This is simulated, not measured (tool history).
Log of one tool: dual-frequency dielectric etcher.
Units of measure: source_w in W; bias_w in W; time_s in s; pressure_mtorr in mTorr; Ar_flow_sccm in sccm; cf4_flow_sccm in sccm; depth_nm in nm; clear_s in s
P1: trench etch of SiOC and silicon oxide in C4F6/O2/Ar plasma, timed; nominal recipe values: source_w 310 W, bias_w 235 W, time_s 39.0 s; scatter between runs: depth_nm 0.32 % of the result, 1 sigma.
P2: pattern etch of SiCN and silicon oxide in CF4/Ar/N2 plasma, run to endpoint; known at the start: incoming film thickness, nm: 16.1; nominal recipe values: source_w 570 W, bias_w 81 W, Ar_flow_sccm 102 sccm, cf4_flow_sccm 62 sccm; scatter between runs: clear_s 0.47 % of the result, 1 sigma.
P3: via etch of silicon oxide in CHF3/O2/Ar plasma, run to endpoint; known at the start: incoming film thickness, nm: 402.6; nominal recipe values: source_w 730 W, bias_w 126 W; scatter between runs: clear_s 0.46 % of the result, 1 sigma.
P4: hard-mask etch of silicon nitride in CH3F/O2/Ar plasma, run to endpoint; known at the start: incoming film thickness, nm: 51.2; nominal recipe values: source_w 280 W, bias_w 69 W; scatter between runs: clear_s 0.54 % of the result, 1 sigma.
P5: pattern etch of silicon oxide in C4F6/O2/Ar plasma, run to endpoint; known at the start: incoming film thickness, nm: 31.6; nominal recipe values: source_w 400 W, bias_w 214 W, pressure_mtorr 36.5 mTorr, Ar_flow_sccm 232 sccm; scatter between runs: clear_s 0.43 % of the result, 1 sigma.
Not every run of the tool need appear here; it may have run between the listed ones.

| run | hour | process | source_w | bias_w | time_s | pressure_mtorr | Ar_flow_sccm | cf4_flow_sccm | depth_nm | clear_s |
|---|---|---|---|---|---|---|---|---|---|---|
| 1 | 13.0 | P1 | 310 | 235 | 39.0 |  |  |  | 73.395 |  |
| 2 | 24.2 | P1 | 310 | 235 | 28.5 |  |  |  | 53.788 |  |
| 3 | 36.6 | P5 | 400 | 158 |  | 36.5 | 232 |  |  | 10.1030 |
| 4 | 49.8 | P4 | 280 | 69 |  |  |  |  |  | 83.9080 |
| 5 | 58.6 | P2 | 800 | 81 |  |  | 102 | 62 |  | 11.3140 |
| 6 | 72.3 | P1 | 310 | 235 | 39.0 |  |  |  | 73.996 |  |
| 7 | 82.8 | P1 | 310 | 235 | 39.0 |  |  |  | 73.716 |  |
| 8 | 95.1 | P2 | 570 | 81 |  |  | 102 | 81 |  | 14.7040 |
| 9 | 104.0 | P1 | 310 | 235 | 39.0 |  |  |  | 73.982 |  |
| 10 | 111.8 | P1 | 310 | 302 | 39.0 |  |  |  | 80.196 |  |
| 11 | 125.0 | P5 | 240 | 214 |  | 36.5 | 232 |  |  | 11.1570 |
| 12 | 133.9 | P1 | 310 | 235 | 57.5 |  |  |  | 108.850 |  |
| 13 | 146.6 | P1 | 400 | 235 | 28.0 |  |  |  | 58.157 |  |
| 14 | 159.0 | P1 | 410 | 235 | 51.5 |  |  |  | 108.650 |  |
| 15 | 166.2 | P1 | 310 | 167 | 39.0 |  |  |  | 65.395 |  |
| 16 | 180.4 | P4 | 280 | 51 |  |  |  |  |  | 93.7720 |
| 17 | 193.5 | P1 | 430 | 235 | 39.0 |  |  |  | 83.781 |  |
| 18 | 202.2 | P5 | 400 | 214 |  | 36.5 | 232 |  |  | 9.1011 |
| 19 | 215.0 | P4 | 280 | 69 |  |  |  |  |  | 84.1160 |
| 20 | 222.1 | P3 | 730 | 126 |  |  |  |  |  | 215.1900 |
| 21 | 231.7 | P4 | 230 | 69 |  |  |  |  |  | 89.7710 |
| 22 | 242.2 | P1 | 210 | 235 | 39.0 |  |  |  | 63.440 |  |
| 23 | 248.9 | P1 | 210 | 235 | 25.0 |  |  |  | 40.435 |  |
| 24 | 261.1 | P2 | 570 | 81 |  |  | 102 | 62 |  | 15.0790 |
| 25 | 271.9 | P1 | 310 | 235 | 39.0 |  |  |  | 73.693 |  |
| 26 | 285.7 | P2 | 570 | 52 |  |  | 102 | 62 |  | 17.5620 |
| 27 | 299.7 | P3 | 890 | 126 |  |  |  |  |  | 198.9900 |
| 28 | 313.9 | P1 | 310 | 235 | 39.0 |  |  |  | 73.839 |  |
| 29 | 321.6 | P2 | 570 | 81 |  |  | 102 | 62 |  | 15.2460 |
| 30 | 331.0 | P2 | 570 | 81 |  |  | 130 | 62 |  | 15.7920 |
| 31 | 340.2 | P5 | 400 | 214 |  | 49.0 | 232 |  |  | 9.4575 |
| 32 | 349.9 | P5 | 400 | 214 |  | 36.5 | 309 |  |  | 9.3471 |
| 33 | 357.6 | P3 | 730 | 126 |  |  |  |  |  | 214.4700 |
| 34 | 370.6 | P3 | 730 | 96 |  |  |  |  |  | 234.6400 |
| 35 | 380.0 | P1 | 310 | 235 | 39.0 |  |  |  | 73.895 |  |
| 36 | 391.0 | P1 | 310 | 235 | 39.0 |  |  |  | 74.042 |  |
| 37 | 405.0 | P1 | 310 | 235 | 39.0 |  |  |  | 74.763 |  |
| 38 | 417.0 | P1 | 310 | 235 | 39.0 |  |  |  | 74.536 |  |

Estimate the outcome of run 39 from the log above:
|  | 419.8 | wet clean of the chamber |
| 39 | 428.4 | P1 | 310 | 235 | 39.0 |  |  |  | ? |  |

Run 39 gave depth_nm 74.924 nm.
